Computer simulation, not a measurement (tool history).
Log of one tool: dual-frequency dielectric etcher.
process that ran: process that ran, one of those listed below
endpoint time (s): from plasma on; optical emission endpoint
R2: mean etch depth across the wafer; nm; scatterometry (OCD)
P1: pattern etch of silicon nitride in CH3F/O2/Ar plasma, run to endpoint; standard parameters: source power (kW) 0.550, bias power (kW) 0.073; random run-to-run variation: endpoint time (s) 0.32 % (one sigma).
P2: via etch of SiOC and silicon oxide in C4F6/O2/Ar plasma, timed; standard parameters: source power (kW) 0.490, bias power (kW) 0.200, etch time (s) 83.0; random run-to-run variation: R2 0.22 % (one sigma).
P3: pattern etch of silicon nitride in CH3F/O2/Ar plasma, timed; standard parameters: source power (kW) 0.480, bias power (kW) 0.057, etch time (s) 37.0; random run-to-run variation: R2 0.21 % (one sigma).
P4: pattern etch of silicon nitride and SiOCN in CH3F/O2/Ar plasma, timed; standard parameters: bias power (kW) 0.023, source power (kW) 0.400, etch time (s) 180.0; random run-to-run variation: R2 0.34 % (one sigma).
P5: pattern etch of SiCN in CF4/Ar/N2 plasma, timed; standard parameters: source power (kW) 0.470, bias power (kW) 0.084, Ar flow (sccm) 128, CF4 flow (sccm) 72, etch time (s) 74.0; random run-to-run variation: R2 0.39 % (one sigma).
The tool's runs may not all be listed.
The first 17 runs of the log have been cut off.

run 18 hour=155.7 | process_that_ran=P1 source_power_(kW)=0.550 bias_power_(kW)=0.073 | endpoint_time_(s)=31.380
run 19 hour=161.7 | process_that_ran=P2 source_power_(kW)=0.490 bias_power_(kW)=0.120 etch_time_(s)=83.0 | R2=93.238
run 20 hour=169.7 | process_that_ran=P3 source_power_(kW)=0.480 bias_power_(kW)=0.057 etch_time_(s)=37.0 | R2=25.702
run 21 hour=175.9 | process_that_ran=P4 source_power_(kW)=0.400 bias_power_(kW)=0.013 etch_time_(s)=180.0 | R2=18.939
run 22 hour=182.2 | process_that_ran=P5 source_power_(kW)=0.470 bias_power_(kW)=0.084 Ar_flow_(sccm)=83 CF4_flow_(sccm)=72 etch_time_(s)=74.0 | R2=71.795
run 23 hour=191.6 | process_that_ran=P1 source_power_(kW)=0.550 bias_power_(kW)=0.103 | endpoint_time_(s)=28.051
-- hour=196.2 wet clean of the chamber
run 24 hour=199.5 | process_that_ran=P4 source_power_(kW)=0.400 bias_power_(kW)=0.023 etch_time_(s)=180.0 | R2=23.999
run 25 hour=209.7 | process_that_ran=P1 source_power_(kW)=0.330 bias_power_(kW)=0.087 | endpoint_time_(s)=36.261
run 26 hour=219.1 | process_that_ran=P2 source_power_(kW)=0.490 bias_power_(kW)=0.200 etch_time_(s)=120.0 | R2=157.470
run 27 hour=227.2 | process_that_ran=P5 source_power_(kW)=0.650 bias_power_(kW)=0.084 Ar_flow_(sccm)=128 CF4_flow_(sccm)=72 etch_time_(s)=74.0 | R2=89.457
run 28 hour=238.3 | process_that_ran=P5 source_power_(kW)=0.470 bias_power_(kW)=0.084 Ar_flow_(sccm)=128 CF4_flow_(sccm)=50 etch_time_(s)=74.0 | R2=63.816
run 29 hour=248.4 | process_that_ran=P4 source_power_(kW)=0.400 bias_power_(kW)=0.023 etch_time_(s)=180.0 | R2=23.936
run 30 hour=256.7 | process_that_ran=P4 source_power_(kW)=0.560 bias_power_(kW)=0.023 etch_time_(s)=180.0 | R2=26.919
run 31 hour=262.2 | process_that_ran=P5 source_power_(kW)=0.470 bias_power_(kW)=0.056 Ar_flow_(sccm)=128 CF4_flow_(sccm)=72 etch_time_(s)=74.0 | R2=58.875
run 32 hour=272.3 | process_that_ran=P1 source_power_(kW)=0.550 bias_power_(kW)=0.073 | endpoint_time_(s)=31.503

What does the tool deliver on the next run?
run 33 hour=281.6 | process_that_ran=P3 source_power_(kW)=0.330 bias_power_(kW)=0.057 etch_time_(s)=37.0 | R2=?

Run 33 gave R2 22.121 nm.
